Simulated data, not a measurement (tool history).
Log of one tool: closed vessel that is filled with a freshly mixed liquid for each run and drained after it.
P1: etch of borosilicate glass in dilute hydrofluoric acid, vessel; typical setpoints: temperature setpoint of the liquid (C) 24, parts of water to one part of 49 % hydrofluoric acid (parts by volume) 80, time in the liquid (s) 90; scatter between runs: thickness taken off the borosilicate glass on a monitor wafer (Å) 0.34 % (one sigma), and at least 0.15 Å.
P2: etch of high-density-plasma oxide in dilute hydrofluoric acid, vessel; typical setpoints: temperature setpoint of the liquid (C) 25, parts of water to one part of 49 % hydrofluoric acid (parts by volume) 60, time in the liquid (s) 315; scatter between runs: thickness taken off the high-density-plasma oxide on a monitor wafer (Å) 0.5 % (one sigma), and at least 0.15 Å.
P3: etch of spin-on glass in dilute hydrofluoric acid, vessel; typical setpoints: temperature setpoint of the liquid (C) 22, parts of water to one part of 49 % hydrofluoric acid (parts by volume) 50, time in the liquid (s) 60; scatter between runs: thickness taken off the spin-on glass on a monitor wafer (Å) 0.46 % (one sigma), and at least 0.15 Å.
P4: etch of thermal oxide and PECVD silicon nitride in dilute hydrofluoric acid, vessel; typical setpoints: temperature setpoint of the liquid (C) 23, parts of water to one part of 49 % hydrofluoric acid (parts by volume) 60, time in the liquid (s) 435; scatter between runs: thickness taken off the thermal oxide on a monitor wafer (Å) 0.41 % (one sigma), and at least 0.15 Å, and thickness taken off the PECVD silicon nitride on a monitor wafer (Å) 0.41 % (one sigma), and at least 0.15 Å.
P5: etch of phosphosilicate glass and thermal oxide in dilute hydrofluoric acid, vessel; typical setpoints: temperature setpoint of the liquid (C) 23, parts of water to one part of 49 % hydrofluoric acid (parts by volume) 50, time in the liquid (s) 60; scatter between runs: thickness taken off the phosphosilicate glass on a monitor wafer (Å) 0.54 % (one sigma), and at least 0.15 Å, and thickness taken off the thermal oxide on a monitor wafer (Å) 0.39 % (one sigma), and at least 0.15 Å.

| run | hour | process that ran | temperature setpoint of the liquid (C) | parts of water to one part of 49 % hydrofluoric acid (parts by volume) | time in the liquid (s) | hours since the thermometer was replaced | hours since the hydrofluoric acid flow meter was replaced | thickness taken off the borosilicate glass on a monitor wafer (Å) | thickness taken off the high-density-plasma oxide on a monitor wafer (Å) | thickness taken off the phosphosilicate glass on a monitor wafer (Å) | thickness taken off the thermal oxide on a monitor wafer (Å) | thickness taken off the PECVD silicon nitride on a monitor wafer (Å) | thickness taken off the spin-on glass on a monitor wafer (Å) |
|---|---|---|---|---|---|---|---|---|---|---|---|---|---|
| 1 | 2.8 | P1 | 24 | 80 | 90 | 308.9 | 949.6 | 582.72 |  |  |  |  |  |
| 2 | 5.8 | P2 | 25 | 60 | 315 | 311.9 | 952.6 |  | 359.38 |  |  |  |  |
| 3 | 9.7 | P2 | 25 | 60 | 315 | 315.8 | 956.5 |  | 359.27 |  |  |  |  |
| 4 | 12.3 | P5 | 23 | 50 | 60 | 318.4 | 959.1 |  |  | 1390.9 | 57.315 |  |  |
| 5 | 14.3 | P1 | 24 | 80 | 90 | 320.4 | 961.1 | 586.56 |  |  |  |  |  |
| 6 | 18.1 | P1 | 24 | 80 | 135 | 324.2 | 964.9 | 877.23 |  |  |  |  |  |
| 7 | 20.4 | P4 | 23 | 60 | 435 | 326.5 | 967.2 |  |  |  | 358.29 | 208.07 |  |
| 8 | 22.8 | P1 | 24 | 80 | 90 | 328.9 | 969.6 | 582.22 |  |  |  |  |  |
| 9 | 25.6 | P4 | 23 | 20 | 435 | 331.7 | 972.4 |  |  |  | 1126.6 | 601.17 |  |
| 10 | 28.1 | P5 | 23 | 50 | 30 | 334.2 | 974.9 |  |  | 689.18 | 28.379 |  |  |
| 11 | 31.7 | P4 | 23 | 60 | 435 | 337.8 | 978.5 |  |  |  | 357.42 | 207.25 |  |
| 12 | 33.8 | P2 | 25 | 60 | 30 | 339.9 | 980.6 |  | 34.273 |  |  |  |  |
| 13 | 36.9 | P5 | 30.5 | 50 | 60 | 343 | 983.7 |  |  | 1854.1 | 77.062 |  |  |
| 14 | 40.8 | P5 | 23 | 50 | 60 | 346.9 | 987.6 |  |  | 1384.8 | 57.267 |  |  |
| 15 | 44.7 | P5 | 23 | 75 | 60 | 350.8 | 991.5 |  |  | 890.93 | 36.91 |  |  |
| 16 | 48.5 | P1 | 31.5 | 80 | 40 | 354.6 | 995.3 | 346.13 |  |  |  |  |  |
| 17 | 52.6 | P1 | 24 | 80 | 90 | 358.7 | 999.4 | 581.15 |  |  |  |  |  |
| 18 | 56 | P3 | 22 | 50 | 30 | 362.1 | 1002.8 |  |  |  |  |  | 375.92 |
| 19 | 59 | P1 | 24 | 80 | 90 | 365.1 | 1005.8 | 583.75 |  |  |  |  |  |
| 20 | 61.2 | P2 | 32 | 60 | 315 | 367.3 | 1008 |  | 469.64 |  |  |  |  |
| 21 | 64.7 | P4 | 23 | 60 | 190 | 370.8 | 1011.5 |  |  |  | 154.84 | 90.992 |  |
| 22 | 67.3 | P3 | 22 | 50 | 60 | 373.4 | 1014.1 |  |  |  |  |  | 744.61 |
| 23 | 69.4 | P4 | 17 | 60 | 435 | 375.5 | 1016.2 |  |  |  | 276.85 | 137.52 |  |
| 24 | 73.5 | P1 | 24 | 40 | 90 | 379.6 | 1020.3 | 1222.8 |  |  |  |  |  |
| 25 | 77.3 | P3 | 22 | 20 | 60 | 383.4 | 1024.1 |  |  |  |  |  | 1949.4 |
| 26 | 81.8 | P1 | 24 | 80 | 30 | 387.9 | 1028.6 | 194.51 |  |  |  |  |  |
| 27 | 84.8 | P1 | 30 | 80 | 90 | 390.9 | 1031.6 | 738.65 |  |  |  |  |  |
| 28 | 87.6 | P3 | 30 | 50 | 60 | 393.7 | 1034.4 |  |  |  |  |  | 1032.6 |
| 29 | 90.1 | P1 | 19.5 | 80 | 90 | 396.2 | 1036.9 | 483.37 |  |  |  |  |  |
| 30 | 94.3 | P1 | 31.5 | 115 | 90 | 400.4 | 1041.1 | 516.24 |  |  |  |  |  |
| 31 | 98.8 | P2 | 25 | 85 | 315 | 404.9 | 1045.6 |  | 245.61 |  |  |  |  |
| 32 | 101 | P1 | 24 | 130 | 90 | 407.1 | 1047.8 | 336.28 |  |  |  |  |  |
| 33 | 104.2 | P1 | 24 | 80 | 90 | 410.3 | 1051 | 580.62 |  |  |  |  |  |
| 34 | 107.7 | P1 | 24 | 80 | 90 | 413.8 | 1054.5 | 571.56 |  |  |  |  |  |
| 35 | 112.2 | P1 | 24 | 80 | 90 | 418.3 | 1059 | 563.72 |  |  |  |  |  |
| 36 | 114.8 | P1 | 24 | 80 | 90 | 420.9 | 1061.6 | 557.23 |  |  |  |  |  |
| 37 | 117.8 | P1 | 24 | 80 | 90 | 423.9 | 1064.6 | 558.22 |  |  |  |  |  |
| 38 | 120.1 | P1 | 24 | 80 | 90 | 426.2 | 1066.9 | 554.39 |  |  |  |  |  |
| 39 | 124.5 | P1 | 24 | 80 | 90 | 430.6 | 1071.3 | 550.18 |  |  |  |  |  |
| 40 | 128.3 | P1 | 24 | 80 | 90 | 434.4 | 1075.1 | 550.34 |  |  |  |  |  |

Run 41 has not been measured yet. What should we expect?
| 41 | 131.4 | P1 | 24 | 80 | 90 | 437.5 | 1078.2 | ? |  |  |  |  |  |

thickness taken off the borosilicate glass on a monitor wafer (Å): 550.54

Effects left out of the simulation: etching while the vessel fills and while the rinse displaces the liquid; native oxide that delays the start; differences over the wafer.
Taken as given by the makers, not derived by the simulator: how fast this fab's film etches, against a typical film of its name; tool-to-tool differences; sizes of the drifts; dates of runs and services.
